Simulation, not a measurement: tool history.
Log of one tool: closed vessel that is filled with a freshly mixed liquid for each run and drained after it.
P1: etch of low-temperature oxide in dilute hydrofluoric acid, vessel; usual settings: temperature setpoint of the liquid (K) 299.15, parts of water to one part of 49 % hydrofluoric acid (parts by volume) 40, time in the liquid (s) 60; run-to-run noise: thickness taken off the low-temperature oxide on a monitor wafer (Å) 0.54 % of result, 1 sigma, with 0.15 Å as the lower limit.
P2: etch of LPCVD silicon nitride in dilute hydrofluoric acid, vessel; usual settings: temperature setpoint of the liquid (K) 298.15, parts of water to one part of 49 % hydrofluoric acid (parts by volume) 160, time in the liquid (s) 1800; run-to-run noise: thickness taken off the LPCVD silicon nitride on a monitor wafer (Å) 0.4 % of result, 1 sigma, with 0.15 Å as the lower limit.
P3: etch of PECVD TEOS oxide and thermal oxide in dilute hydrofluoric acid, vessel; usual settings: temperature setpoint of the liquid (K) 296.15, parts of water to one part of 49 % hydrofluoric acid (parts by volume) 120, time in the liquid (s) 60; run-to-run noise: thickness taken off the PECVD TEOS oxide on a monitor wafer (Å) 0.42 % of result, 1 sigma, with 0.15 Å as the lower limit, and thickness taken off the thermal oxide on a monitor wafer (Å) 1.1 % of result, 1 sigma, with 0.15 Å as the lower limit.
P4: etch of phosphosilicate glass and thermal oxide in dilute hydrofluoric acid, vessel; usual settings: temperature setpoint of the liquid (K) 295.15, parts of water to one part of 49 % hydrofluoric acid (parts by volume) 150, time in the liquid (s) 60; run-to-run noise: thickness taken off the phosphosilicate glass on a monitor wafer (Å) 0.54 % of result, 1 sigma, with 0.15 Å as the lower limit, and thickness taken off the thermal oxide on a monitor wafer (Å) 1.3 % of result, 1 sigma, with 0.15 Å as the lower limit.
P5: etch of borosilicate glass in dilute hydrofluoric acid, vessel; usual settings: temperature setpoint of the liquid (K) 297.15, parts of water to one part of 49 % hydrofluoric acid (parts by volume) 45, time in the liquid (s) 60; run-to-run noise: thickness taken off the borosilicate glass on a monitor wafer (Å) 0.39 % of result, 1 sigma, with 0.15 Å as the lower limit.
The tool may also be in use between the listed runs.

| run | hour | process that ran | temperature setpoint of the liquid (K) | parts of water to one part of 49 % hydrofluoric acid (parts by volume) | time in the liquid (s) | hours since the thermometer was replaced | hours since the hydrofluoric acid flow meter was replaced | thickness taken off the low-temperature oxide on a monitor wafer (Å) | thickness taken off the phosphosilicate glass on a monitor wafer (Å) | thickness taken off the thermal oxide on a monitor wafer (Å) | thickness taken off the PECVD TEOS oxide on a monitor wafer (Å) | thickness taken off the borosilicate glass on a monitor wafer (Å) | thickness taken off the LPCVD silicon nitride on a monitor wafer (Å) |
|---|---|---|---|---|---|---|---|---|---|---|---|---|---|
| 1 | 7.5 | P1 | 299.15 | 40 | 60 | 755.3 | 840.5 | 593.22 |  |  |  |  |  |
| 2 | 14.4 | P4 | 290.15 | 150 | 60 | 762.2 | 847.4 |  | 172.32 | 14.0080 |  |  |  |
| 3 | 22.1 | P1 | 299.15 | 40 | 60 | 769.9 | 855.1 | 599.44 |  |  |  |  |  |
| 4 | 35.0 | P1 | 299.15 | 40 | 30 | 782.8 | 868.0 | 296.71 |  |  |  |  |  |
| 5 | 46.6 | P1 | 299.15 | 40 | 60 | 794.4 | 879.6 | 598.90 |  |  |  |  |  |
| 6 | 59.2 | P1 | 299.15 | 40 | 60 | 807.0 | 892.2 | 595.44 |  |  |  |  |  |
| 7 | 67.1 | P3 | 296.15 | 165 | 60 | 814.9 | 900.1 |  |  | 15.0570 | 46.732 |  |  |
| 8 | 75.4 | P4 | 295.15 | 250 | 60 | 823.2 | 908.4 |  | 113.47 | 9.0343 |  |  |  |
| 9 | 87.7 | P5 | 297.15 | 25 | 60 | 835.5 | 920.7 |  |  |  |  | 891.87 |  |
| 10 | 99.7 | P2 | 298.15 | 160 | 1800 | 847.5 | 932.7 |  |  |  |  |  | 65.941 |
| 11 | 109.9 | P1 | 305.65 | 40 | 60 | 857.7 | 942.9 | 777.42 |  |  |  |  |  |
| 12 | 122.1 | P4 | 295.15 | 150 | 60 | 869.9 | 955.1 |  | 211.68 | 16.8250 |  |  |  |
| 13 | 131.3 | P1 | 299.15 | 40 | 60 | 879.1 | 964.3 | 596.80 |  |  |  |  |  |
| 14 | 137.3 | P1 | 299.15 | 70 | 60 | 885.1 | 970.3 | 327.28 |  |  |  |  |  |
| 15 | 150.7 | P1 | 299.15 | 40 | 60 | 898.5 | 983.7 | 597.68 |  |  |  |  |  |
| 16 | 158.9 | P2 | 298.15 | 280 | 1800 | 906.7 | 991.9 |  |  |  |  |  | 37.637 |
| 17 | 164.9 | P1 | 299.15 | 55 | 30 | 912.7 | 997.9 | 211.89 |  |  |  |  |  |
| 18 | 176.9 | P3 | 304.15 | 120 | 60 | 924.7 | 1009.9 |  |  | 29.7620 | 91.939 |  |  |
| 19 | 186.9 | P3 | 296.15 | 120 | 60 | 934.7 | 1019.9 |  |  | 21.6580 | 68.477 |  |  |
| 20 | 193.7 | P5 | 297.15 | 45 | 110 | 941.5 | 1026.7 |  |  |  |  | 889.18 |  |
| 21 | 202.8 | P2 | 298.15 | 160 | 895 | 950.6 | 1035.8 |  |  |  |  |  | 32.211 |
| 22 | 216.4 | P1 | 299.15 | 40 | 105 | 964.2 | 1049.4 | 1055.40 |  |  |  |  |  |
| 23 | 228.0 | P3 | 296.15 | 120 | 60 | 975.8 | 1061.0 |  |  | 22.7280 | 67.969 |  |  |
| 24 | 235.8 | P1 | 294.65 | 40 | 60 | 983.6 | 1068.8 | 495.39 |  |  |  |  |  |
| 25 | 249.6 | P2 | 292.15 | 160 | 1800 | 997.4 | 1082.6 |  |  |  |  |  | 44.158 |
| 26 | 257.7 | P1 | 299.15 | 20 | 60 | 1005.5 | 1090.7 | 1234.30 |  |  |  |  |  |
| 27 | 271.5 | P1 | 299.15 | 65 | 30 | 1019.3 | 1104.5 | 177.70 |  |  |  |  |  |
| 28 | 283.3 | P1 | 299.15 | 40 | 60 | 1031.1 | 1116.3 | 597.07 |  |  |  |  |  |
| 29 | 293.4 | P4 | 295.15 | 150 | 35 | 1041.2 | 1126.4 |  | 124.52 | 9.9066 |  |  |  |
| 30 | 304.3 | P3 | 296.15 | 120 | 120 | 1052.1 | 1137.3 |  |  | 44.2390 | 136.950 |  |  |
| 31 | 313.5 | P5 | 297.15 | 45 | 60 | 1061.3 | 1146.5 |  |  |  |  | 484.64 |  |
| 32 | 327.4 | P5 | 293.15 | 45 | 60 | 1075.2 | 1160.4 |  |  |  |  | 411.83 |  |
| 33 | 340.6 | P1 | 299.15 | 40 | 60 | 1088.4 | 1173.6 | 594.81 |  |  |  |  |  |
| 34 | 346.9 | P1 | 299.15 | 40 | 60 | 1094.7 | 1179.9 | 607.84 |  |  |  |  |  |
| 35 | 358.7 | P1 | 299.15 | 40 | 60 | 1106.5 | 1191.7 | 617.04 |  |  |  |  |  |
| 36 | 368.2 | P1 | 299.15 | 40 | 60 | 1116.0 | 1201.2 | 621.69 |  |  |  |  |  |
| 37 | 380.6 | P1 | 299.15 | 40 | 60 | 1128.4 | 1213.6 | 629.72 |  |  |  |  |  |
| 38 | 387.8 | P1 | 299.15 | 40 | 60 | 1135.6 | 1220.8 | 625.17 |  |  |  |  |  |
| 39 | 401.7 | P1 | 299.15 | 40 | 60 | 1149.5 | 1234.7 | 631.09 |  |  |  |  |  |
| 40 | 408.6 | P1 | 299.15 | 40 | 60 | 1156.4 | 1241.6 | 632.20 |  |  |  |  |  |
| 41 | 417.8 | P1 | 299.15 | 40 | 60 | 1165.6 | 1250.8 | 635.52 |  |  |  |  |  |
| 42 | 430.0 | P1 | 299.15 | 40 | 60 | 1177.8 | 1263.0 | 633.57 |  |  |  |  |  |
| 43 | 437.5 | P1 | 299.15 | 40 | 60 | 1185.3 | 1270.5 | 625.53 |  |  |  |  |  |

P1 has crept away from where it was. The log is fitted equally well by each of these 2 causes, at the sizes shown:
A: hydrofluoric acid flow above the setpoint (%) = 5.75
B: liquid hotter than its thermometer reads (K) = 1.45
The process output started creeping at around hour 340.6.

The check runs listed below each take one wafer, and their results are still question marks. Under which run would the listed causes lead to clearly different results?
| check 1 | 445.0 | P3 | 296.15 | 120 | 60 |  |  |  |  | ? | ? |  |  |
| check 2 | 445.0 | P2 | 298.15 | 160 | 1800 |  |  |  |  |  |  |  | ? |
| check 3 | 445.0 | P4 | 295.15 | 150 | 60 |  |  |  | ? | ? |  |  |  |
| check 4 | 445.0 | P5 | 297.15 | 45 | 60 |  |  |  |  |  |  | ? |  |

Outcome of each check run for each possible cause:
| check | result | if A | if B |
|---|---|---|---|
| check 1 | thickness taken off the thermal oxide on a monitor wafer (Å) | 23.5360 | 23.3780 |
| check 1 | thickness taken off the PECVD TEOS oxide on a monitor wafer (Å) | 72.975 | 72.486 |
| check 2 | thickness taken off the LPCVD silicon nitride on a monitor wafer (Å) | 69.703 | 72.273 |
| check 3 | thickness taken off the phosphosilicate glass on a monitor wafer (Å) | 225.85 | 223.88 |
| check 3 | thickness taken off the thermal oxide on a monitor wafer (Å) | 18.0840 | 17.9270 |
| check 4 | thickness taken off the borosilicate glass on a monitor wafer (Å) | 513.92 | 514.08 |
Gap, in per cent, between the two causes that each check separates least, read from the result that separates them most: check 1 0.67 %; check 2 3.62 %; check 3 0.87 %; check 4 0.03 %
Of the check runs offered, only check 2 discriminates between the causes; the rest would read about the same regardless of which cause applies.

With check 2 done, the readings were: thickness taken off the LPCVD silicon nitride on a monitor wafer (Å) 72.388. Identify which of the listed causes applies.

Of the candidate causes, it is B: liquid hotter than its thermometer reads (K).
